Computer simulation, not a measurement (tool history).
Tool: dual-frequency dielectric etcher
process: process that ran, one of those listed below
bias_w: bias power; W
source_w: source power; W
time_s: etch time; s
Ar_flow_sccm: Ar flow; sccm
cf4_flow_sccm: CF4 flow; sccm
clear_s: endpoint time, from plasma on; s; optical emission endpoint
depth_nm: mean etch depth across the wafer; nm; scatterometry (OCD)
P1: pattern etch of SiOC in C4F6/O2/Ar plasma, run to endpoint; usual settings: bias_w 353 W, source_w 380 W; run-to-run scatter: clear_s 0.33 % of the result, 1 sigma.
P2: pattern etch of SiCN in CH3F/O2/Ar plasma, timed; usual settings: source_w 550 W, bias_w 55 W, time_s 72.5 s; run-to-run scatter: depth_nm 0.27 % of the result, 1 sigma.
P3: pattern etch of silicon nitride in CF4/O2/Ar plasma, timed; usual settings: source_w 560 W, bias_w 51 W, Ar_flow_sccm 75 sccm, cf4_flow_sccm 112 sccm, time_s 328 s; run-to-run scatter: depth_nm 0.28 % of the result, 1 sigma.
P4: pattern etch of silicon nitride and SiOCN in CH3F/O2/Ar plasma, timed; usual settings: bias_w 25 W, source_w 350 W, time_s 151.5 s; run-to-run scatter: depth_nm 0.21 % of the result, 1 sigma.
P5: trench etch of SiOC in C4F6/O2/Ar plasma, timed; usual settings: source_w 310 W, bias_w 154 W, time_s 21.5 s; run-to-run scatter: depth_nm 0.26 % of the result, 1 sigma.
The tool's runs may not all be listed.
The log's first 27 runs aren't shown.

run   hour  process  bias_w  source_w  time_s  Ar_flow_sccm  cf4_flow_sccm  clear_s  depth_nm
 28  267.1       P1     353       380                                        14.009
 29    279       P5     154       310    32.5                                          59.405
 30  289.4       P1     431       280                                        14.369
 31  298.3       P3      73       560     328            75            112             835.86
 32  308.6       P5     154       370    21.5                                          42.034
 33  316.2       P1     353       380                                         13.94
 34  324.8       P1     353       380                                         13.85
 35  331.9       P1     353       380                                        13.838
 36    344       P1     353       380                                        13.763
 37  352.9       P1     353       380                                        13.804

Run 38 comes next. What will it give?
     355.3  -- wet clean of the chamber
 38  359.5       P1     353       380                                             ?

{"run 38": {"clear_s": 13.657}}
